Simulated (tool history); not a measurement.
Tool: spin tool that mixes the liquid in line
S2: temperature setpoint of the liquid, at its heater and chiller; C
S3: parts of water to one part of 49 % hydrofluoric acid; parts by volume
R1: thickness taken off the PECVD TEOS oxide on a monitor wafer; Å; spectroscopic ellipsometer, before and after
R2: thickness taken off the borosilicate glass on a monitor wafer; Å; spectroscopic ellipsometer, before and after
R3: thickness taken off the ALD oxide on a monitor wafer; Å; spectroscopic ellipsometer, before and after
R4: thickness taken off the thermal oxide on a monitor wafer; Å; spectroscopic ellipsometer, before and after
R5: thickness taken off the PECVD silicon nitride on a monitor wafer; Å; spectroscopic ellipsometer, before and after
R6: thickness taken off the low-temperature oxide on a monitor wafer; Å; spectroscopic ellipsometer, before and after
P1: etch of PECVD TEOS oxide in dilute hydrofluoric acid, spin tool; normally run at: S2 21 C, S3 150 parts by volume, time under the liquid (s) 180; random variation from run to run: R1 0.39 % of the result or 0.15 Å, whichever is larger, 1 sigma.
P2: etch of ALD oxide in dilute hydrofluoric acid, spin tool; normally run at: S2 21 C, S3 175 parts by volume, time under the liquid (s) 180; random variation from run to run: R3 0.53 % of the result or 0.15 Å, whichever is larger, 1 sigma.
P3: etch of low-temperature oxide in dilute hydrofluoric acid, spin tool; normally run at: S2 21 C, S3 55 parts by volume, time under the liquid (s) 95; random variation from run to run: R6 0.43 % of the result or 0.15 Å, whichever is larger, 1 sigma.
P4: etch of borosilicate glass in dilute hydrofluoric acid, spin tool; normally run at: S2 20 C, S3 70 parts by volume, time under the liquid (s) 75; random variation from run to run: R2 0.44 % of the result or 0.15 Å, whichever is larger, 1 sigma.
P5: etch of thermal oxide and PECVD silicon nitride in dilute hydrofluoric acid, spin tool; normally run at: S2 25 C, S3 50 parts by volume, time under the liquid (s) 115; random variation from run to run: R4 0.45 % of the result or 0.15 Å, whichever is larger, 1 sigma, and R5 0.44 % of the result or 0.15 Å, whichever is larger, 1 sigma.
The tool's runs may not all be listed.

run 1 hour=6.3 | process_that_ran=P1 S2=21 S3=150 time_under_the_liquid_(s)=180 | R1=228.49
run 2 hour=11.8 | process_that_ran=P4 S2=20 S3=70 time_under_the_liquid_(s)=75 | R2=306.37
run 3 hour=16.2 | process_that_ran=P2 S2=21 S3=175 time_under_the_liquid_(s)=180 | R3=136.01
run 4 hour=20.8 | process_that_ran=P1 S2=21 S3=150 time_under_the_liquid_(s)=295 | R1=376.86
run 5 hour=26.6 | process_that_ran=P4 S2=20 S3=70 time_under_the_liquid_(s)=75 | R2=306.77
run 6 hour=32.3 | process_that_ran=P4 S2=20 S3=125 time_under_the_liquid_(s)=75 | R2=160.82
run 7 hour=35.4 | process_that_ran=P2 S2=17 S3=175 time_under_the_liquid_(s)=180 | R3=114.43
run 8 hour=39.1 | process_that_ran=P2 S2=21 S3=175 time_under_the_liquid_(s)=50 | R3=37.499
run 9 hour=44.7 | process_that_ran=P5 S2=17 S3=50 time_under_the_liquid_(s)=115 | R4=88.948 R5=26.957
run 10 hour=48.1 | process_that_ran=P5 S2=25 S3=50 time_under_the_liquid_(s)=115 | R4=123.53 R5=46.032
run 11 hour=53.9 | process_that_ran=P2 S2=21 S3=175 time_under_the_liquid_(s)=180 | R3=134.04
run 12 hour=58.3 | process_that_ran=P3 S2=21 S3=20 time_under_the_liquid_(s)=95 | R6=546.87
run 13 hour=63.1 | process_that_ran=P1 S2=17 S3=150 time_under_the_liquid_(s)=180 | R1=195.33
run 14 hour=69.1 | process_that_ran=P1 S2=21 S3=240 time_under_the_liquid_(s)=180 | R1=131.45
run 15 hour=75.9 | process_that_ran=P1 S2=21 S3=150 time_under_the_liquid_(s)=180 | R1=229.98
run 16 hour=79.7 | process_that_ran=P1 S2=21 S3=215 time_under_the_liquid_(s)=65 | R1=53.85
run 17 hour=85.6 | process_that_ran=P3 S2=29.5 S3=55 time_under_the_liquid_(s)=95 | R6=268.45
run 18 hour=92.1 | process_that_ran=P1 S2=21 S3=150 time_under_the_liquid_(s)=75 | R1=96.028
run 19 hour=97.7 | process_that_ran=P4 S2=17 S3=70 time_under_the_liquid_(s)=75 | R2=272.21
run 20 hour=104.3 | process_that_ran=P3 S2=21 S3=55 time_under_the_liquid_(s)=95 | R6=190.24
run 21 hour=109.2 | process_that_ran=P1 S2=21 S3=60 time_under_the_liquid_(s)=180 | R1=633.4
run 22 hour=115 | process_that_ran=P4 S2=20 S3=70 time_under_the_liquid_(s)=25 | R2=102.57
run 23 hour=120.4 | process_that_ran=P3 S2=21 S3=55 time_under_the_liquid_(s)=15 | R6=30.014
run 24 hour=123.9 | process_that_ran=P2 S2=21 S3=290 time_under_the_liquid_(s)=180 | R3=73.177
run 25 hour=128.2 | process_that_ran=P1 S2=21 S3=150 time_under_the_liquid_(s)=180 | R1=228.47
run 26 hour=131.5 | process_that_ran=P1 S2=21 S3=150 time_under_the_liquid_(s)=180 | R1=229.74
run 27 hour=137.5 | process_that_ran=P3 S2=21 S3=55 time_under_the_liquid_(s)=95 | R6=191.77
run 28 hour=140.5 | process_that_ran=P5 S2=25 S3=50 time_under_the_liquid_(s)=180 | R4=193.27 R5=72.618
run 29 hour=145.7 | process_that_ran=P1 S2=21 S3=150 time_under_the_liquid_(s)=180 | R1=229.73
run 30 hour=148.7 | process_that_ran=P5 S2=25 S3=20 time_under_the_liquid_(s)=115 | R4=323.22 R5=112.92
run 31 hour=154.9 | process_that_ran=P1 S2=28 S3=150 time_under_the_liquid_(s)=180 | R1=301.17
run 32 hour=159.7 | process_that_ran=P1 S2=21 S3=150 time_under_the_liquid_(s)=180 | R1=229
run 33 hour=166.1 | process_that_ran=P1 S2=21 S3=150 time_under_the_liquid_(s)=180 | R1=234.1
run 34 hour=172.1 | process_that_ran=P1 S2=21 S3=150 time_under_the_liquid_(s)=180 | R1=237.5
run 35 hour=175.5 | process_that_ran=P1 S2=21 S3=150 time_under_the_liquid_(s)=180 | R1=238.18
run 36 hour=180.6 | process_that_ran=P1 S2=21 S3=150 time_under_the_liquid_(s)=180 | R1=239.7
run 37 hour=183.9 | process_that_ran=P1 S2=21 S3=150 time_under_the_liquid_(s)=180 | R1=239.23
run 38 hour=187.8 | process_that_ran=P1 S2=21 S3=150 time_under_the_liquid_(s)=180 | R1=242.6
run 39 hour=194.4 | process_that_ran=P1 S2=21 S3=150 time_under_the_liquid_(s)=180 | R1=244.4

The next listed run, before its measurement:
run 40 hour=198.3 | process_that_ran=P1 S2=21 S3=150 time_under_the_liquid_(s)=180 | R1=?

{"run 40": {"R1": 242.06}}
